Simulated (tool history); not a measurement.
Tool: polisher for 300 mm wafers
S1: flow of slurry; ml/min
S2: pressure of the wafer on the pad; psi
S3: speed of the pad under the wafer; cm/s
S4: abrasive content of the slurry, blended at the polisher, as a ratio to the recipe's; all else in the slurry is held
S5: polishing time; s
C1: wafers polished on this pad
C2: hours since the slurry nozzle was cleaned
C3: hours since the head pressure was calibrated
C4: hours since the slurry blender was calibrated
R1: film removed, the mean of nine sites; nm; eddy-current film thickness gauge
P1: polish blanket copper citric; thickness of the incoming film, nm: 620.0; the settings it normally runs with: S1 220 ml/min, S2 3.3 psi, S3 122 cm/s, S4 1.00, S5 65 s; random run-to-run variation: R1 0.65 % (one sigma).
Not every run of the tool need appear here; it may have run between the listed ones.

run   hour   S1   S2   S3    S4   S5    C1     C2     C3     C4       R1
  1   13.9  220  3.3  122  1.00   65   732   58.8  126.6  206.8  190.330
  2   26.9  220  3.3  122  1.25   65   886   71.8  139.6  219.8  200.100
      39.2  -- slurry nozzle cleaned
  3   39.5  220  3.3  122  1.00   65  1035    0.4  152.2  232.4  191.360
  4   55.7  220  3.3   74  1.00   65  1227   16.6  168.4  248.6  117.400
  5   70.2  220  1.5  122  1.00   65  1399   31.1  182.9  263.1   87.141
  6   80.3  220  3.3  122  1.00   65  1519   41.2  193.0  273.2  188.720
  7   90.5  280  3.3  122  1.00   65  1639   51.4  203.2  283.4  194.170
  8  105.1  220  3.3  122  1.00   65  1812   66.0  217.8  298.0  189.860
  9  118.8  220  3.3  122  1.30   94  1975   79.7  231.5  311.7  291.630
 10  127.5  220  3.3  122  1.00   65  2078   88.4  240.2  320.4  188.890
 11  142.3  220  3.3  122  0.55   65  2253  103.2  255.0  335.2  166.580
 12  156.6  220  3.3  188  1.00   65  2423  117.5  269.3  349.5  293.260
 13  173.6  130  3.3  122  1.00   65  2624  134.5  286.3  366.5  172.760
     176.6  -- slurry blender recalibrated
 14  182.5  220  5.2  122  1.00   65  2729  143.4  295.2    6.0  297.340
 15  196.9  220  3.3  122  1.00  103  2900  157.8  309.6   20.4  299.800
 16  209.2  220  3.3  122  1.00   65  3046  170.1  321.9   32.7  189.630
 17  217.3  220  3.3  122  1.00   65  3142  178.2  330.0   40.8  190.020
 18  228.3  220  3.3  122  1.00   33  3272  189.2  341.0   51.8   96.749
 19  245.3  140  3.3  122  1.00   38  3474  206.2  358.0   68.8  104.470
 20  253.9  220  3.3  158  1.30   65  3575  214.8  366.6   77.4  260.500
 21  271.4  220  3.3  122  1.00   65  3783  232.3  384.1   94.9  191.640
 22  287.8  220  3.3  122  1.00   65  3977  248.7  400.5  111.3  187.410
 23  298.5  220  3.3  122  1.00   65  4104  259.4  411.2  122.0  185.850
 24  314.4  220  3.3  122  1.00   65  4292  275.3  427.1  137.9  182.600
     323.6  -- slurry blender recalibrated
 25  329.3  220  3.3  122  1.00   65  4469  290.2  442.0    5.7  180.560
 26  337.3  220  3.3  122  1.00   65  4564  298.2  450.0   13.7  178.920
 27  352.7  220  3.3  122  1.00   65  4746  313.6  465.4   29.1  179.110
     365.6  -- worn pad replaced by a new one
 28  367.9  220  3.3  122  1.00   65    27  328.8  480.6   44.3  177.820

Run 29, settings as shown, results not yet in. Your forecast:
 29  382.4  220  3.3  122  1.00  65  199  343.3  495.1  58.8   ?

{"run 29": {"R1": 180.07}}

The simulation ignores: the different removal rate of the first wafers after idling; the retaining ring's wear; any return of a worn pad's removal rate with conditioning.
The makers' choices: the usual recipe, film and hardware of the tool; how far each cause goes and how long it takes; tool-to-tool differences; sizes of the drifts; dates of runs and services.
